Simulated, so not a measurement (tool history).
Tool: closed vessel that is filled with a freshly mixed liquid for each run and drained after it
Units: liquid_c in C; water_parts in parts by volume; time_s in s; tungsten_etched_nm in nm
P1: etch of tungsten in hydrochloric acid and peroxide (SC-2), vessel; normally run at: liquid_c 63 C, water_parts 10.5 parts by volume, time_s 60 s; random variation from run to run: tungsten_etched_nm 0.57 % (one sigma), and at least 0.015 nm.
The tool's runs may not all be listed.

run	day	liquid_c	water_parts	time_s	hours since the thermometer was replaced	hours since the chemicals flow meter was replaced	hours since the drum of peroxide was connected	tungsten_etched_nm
1	0.367	63	10.5	60	1159.2	1156.6	856	25.222
2	0.612	63	10.5	105	1165.1	1162.5	861.9	44.552
3	0.908	72	10.5	60	1172.2	1169.6	869	43.63
4	1.238	48.5	10.5	60	1180.1	1177.5	876.9	9.9916
5	1.462	63	10.5	60	1185.5	1182.9	882.3	25.325
6	1.904	63	10.5	60	1196.1	1193.5	892.9	25.13
7	2.329	63	10.5	60	1206.3	1203.7	903.1	25.183
# day 2.404: thermometer replaced
8	2.538	63	4	60	3.3	1208.7	908.1	52.733
9	2.983	63	10.5	60	14	1219.4	918.8	25.267
10	3.325	63	10.5	60	22.2	1227.6	927	25.209
# day 3.688: chemicals flow meter replaced
11	3.775	63	10.5	30	33	2.2	937.8	12.727
12	4.208	47	10.5	30	43.4	12.6	948.2	4.4876
13	4.479	63	15.5	110	49.9	19.1	954.7	32.927
14	4.838	63	18	60	58.5	27.7	963.3	15.759
15	5.238	63	10.5	60	68.1	37.3	972.9	25.303
16	5.683	63	10.5	60	78.8	48	983.6	24.896
17	6.088	63	10.5	60	88.5	57.7	993.3	24.077
18	6.538	63	10.5	60	99.3	68.5	1004.1	23.328
19	6.971	63	10.5	60	109.7	78.9	1014.5	22.897
# day 7.158: new drum of peroxide connected
20	7.171	63	10.5	60	114.5	83.7	0.3	23.155
21	7.554	63	10.5	60	123.7	92.9	9.5	22.9
22	7.796	63	10.5	60	129.5	98.7	15.3	22.954
23	8.175	63	10.5	60	138.6	107.8	24.4	22.969

What P1 gives has crept away from where it was. These 2 causes fit the log equally well, each at the size given:
A: chemicals flow below the setpoint (%) = 11.2
B: liquid colder than its thermometer reads (K) = 1.64
The creep began at about day 5.683.
Why every other cause is out:
peroxide weaker than its label (%): serviced at day 7.158, which brought nothing back

4 check runs are offered, each on 5 wafers whose results are averaged, their results left as question marks. Which one tells the causes apart?
check 1	8.554	51	15.5	60				?
check 2	8.554	48.5	14.5	60				?
check 3	8.554	63	18	95				?
check 4	8.554	63	4	30				?

What each check would give under each cause:
check	result	if A	if B
check 1	tungsten_etched_nm	7.5368	7.5117
check 2	tungsten_etched_nm	6.7697	6.7305
check 3	tungsten_etched_nm	22.443	22.577
check 4	tungsten_etched_nm	24.264	23.766
How far apart the two closest causes lie, in the result that separates them most: check 1 0.33 %; check 2 0.58 %; check 3 0.6 %; check 4 2.07 %
Only check 4 tells the causes apart: in the others they would give nearly the same result.

Then check 4 was run and gave: tungsten_etched_nm 24.315 nm. Which cause is it?

It is A: chemicals flow below the setpoint (%).
